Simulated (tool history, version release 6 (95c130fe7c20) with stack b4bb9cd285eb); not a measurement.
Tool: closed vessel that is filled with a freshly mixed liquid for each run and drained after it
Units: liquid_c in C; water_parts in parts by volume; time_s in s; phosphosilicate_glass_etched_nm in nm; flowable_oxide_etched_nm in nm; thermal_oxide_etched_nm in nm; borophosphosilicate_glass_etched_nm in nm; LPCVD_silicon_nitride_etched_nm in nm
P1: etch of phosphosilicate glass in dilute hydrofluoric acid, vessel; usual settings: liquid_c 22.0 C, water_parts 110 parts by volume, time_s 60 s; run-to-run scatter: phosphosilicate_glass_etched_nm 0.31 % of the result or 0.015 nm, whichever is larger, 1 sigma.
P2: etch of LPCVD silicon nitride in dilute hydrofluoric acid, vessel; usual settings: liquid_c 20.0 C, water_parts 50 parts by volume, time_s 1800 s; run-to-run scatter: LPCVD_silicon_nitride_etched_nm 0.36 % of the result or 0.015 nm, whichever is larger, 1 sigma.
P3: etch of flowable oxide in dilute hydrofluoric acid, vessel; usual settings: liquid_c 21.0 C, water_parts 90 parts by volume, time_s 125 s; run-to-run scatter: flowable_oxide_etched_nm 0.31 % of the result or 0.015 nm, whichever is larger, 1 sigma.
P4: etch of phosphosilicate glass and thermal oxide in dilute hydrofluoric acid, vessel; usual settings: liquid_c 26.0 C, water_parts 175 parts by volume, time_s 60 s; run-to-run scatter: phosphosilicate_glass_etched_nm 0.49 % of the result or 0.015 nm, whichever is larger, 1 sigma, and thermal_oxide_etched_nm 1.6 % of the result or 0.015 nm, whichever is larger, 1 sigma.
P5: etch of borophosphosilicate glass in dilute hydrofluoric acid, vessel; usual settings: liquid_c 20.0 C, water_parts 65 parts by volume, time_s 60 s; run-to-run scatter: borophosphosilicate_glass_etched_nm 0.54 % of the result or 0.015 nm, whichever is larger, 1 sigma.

| run | hour | process | liquid_c | water_parts | time_s | hours since the thermometer was replaced | hours since the hydrofluoric acid flow meter was replaced | phosphosilicate_glass_etched_nm | flowable_oxide_etched_nm | thermal_oxide_etched_nm | borophosphosilicate_glass_etched_nm | LPCVD_silicon_nitride_etched_nm |
|---|---|---|---|---|---|---|---|---|---|---|---|---|
| 1 | 4.2 | P1 | 22.0 | 110 | 60 | 385.8 | 586.4 | 32.194 |  |  |  |  |
| 2 | 8.0 | P1 | 22.0 | 110 | 95 | 389.6 | 590.2 | 51.114 |  |  |  |  |
| 3 | 14.8 | P3 | 21.0 | 90 | 125 | 396.4 | 597.0 |  | 37.065 |  |  |  |
| 4 | 19.9 | P4 | 26.0 | 175 | 60 | 401.5 | 602.1 | 54.281 |  | 1.56270 |  |  |
| 5 | 24.7 | P5 | 20.0 | 65 | 110 | 406.3 | 606.9 |  |  |  | 83.788 |  |
| 6 | 31.4 | P1 | 27.0 | 110 | 60 | 413.0 | 613.6 | 39.245 |  |  |  |  |
| 7 | 36.9 | P1 | 22.0 | 45 | 60 | 418.5 | 619.1 | 84.926 |  |  |  |  |
| 8 | 42.4 | P1 | 22.0 | 110 | 60 | 424.0 | 624.6 | 32.282 |  |  |  |  |
| 9 | 49.4 | P1 | 22.0 | 110 | 60 | 431.0 | 631.6 | 32.147 |  |  |  |  |
| 10 | 55.2 | P2 | 20.0 | 50 | 1800 | 436.8 | 637.4 |  |  |  |  | 15.489 |
| 11 | 59.5 | P1 | 22.0 | 110 | 30 | 441.1 | 641.7 | 16.044 |  |  |  |  |
| 12 | 66.6 | P3 | 28.5 | 90 | 125 | 448.2 | 648.8 |  | 50.053 |  |  |  |
| 13 | 71.1 | P1 | 22.0 | 110 | 60 | 452.7 | 653.3 | 32.202 |  |  |  |  |
| 14 | 78.6 | P5 | 17.0 | 65 | 60 | 460.2 | 660.8 |  |  |  | 39.972 |  |
| 15 | 82.6 | P3 | 21.0 | 25 | 125 | 464.2 | 664.8 |  | 144.190 |  |  |  |
| 16 | 89.7 | P2 | 28.5 | 50 | 1800 | 471.3 | 671.9 |  |  |  |  | 27.587 |
| 17 | 95.0 | P2 | 20.0 | 50 | 1800 | 476.6 | 677.2 |  |  |  |  | 15.438 |
| 18 | 102.9 | P4 | 26.0 | 80 | 60 | 484.5 | 685.1 | 133.260 |  | 3.79580 |  |  |
| 19 | 109.7 | P1 | 22.0 | 160 | 60 | 491.3 | 691.9 | 20.826 |  |  |  |  |
| 20 | 117.4 | P2 | 20.0 | 50 | 2715 | 499.0 | 699.6 |  |  |  |  | 23.328 |
| 21 | 125.6 | P1 | 22.0 | 110 | 60 | 507.2 | 707.8 | 32.261 |  |  |  |  |
| 22 | 131.1 | P4 | 26.0 | 175 | 30 | 512.7 | 713.3 | 27.088 |  | 0.79468 |  |  |
| 23 | 139.0 | P3 | 21.0 | 90 | 250 | 520.6 | 721.2 |  | 74.337 |  |  |  |

Forecast run 24:
| 24 | 146.4 | P4 | 32.5 | 175 | 60 | 528.0 | 728.6 | ? |  | ? |  |  |

Run 24 gave phosphosilicate_glass_etched_nm 68.507 nm, thermal_oxide_etched_nm 1.96960 nm.
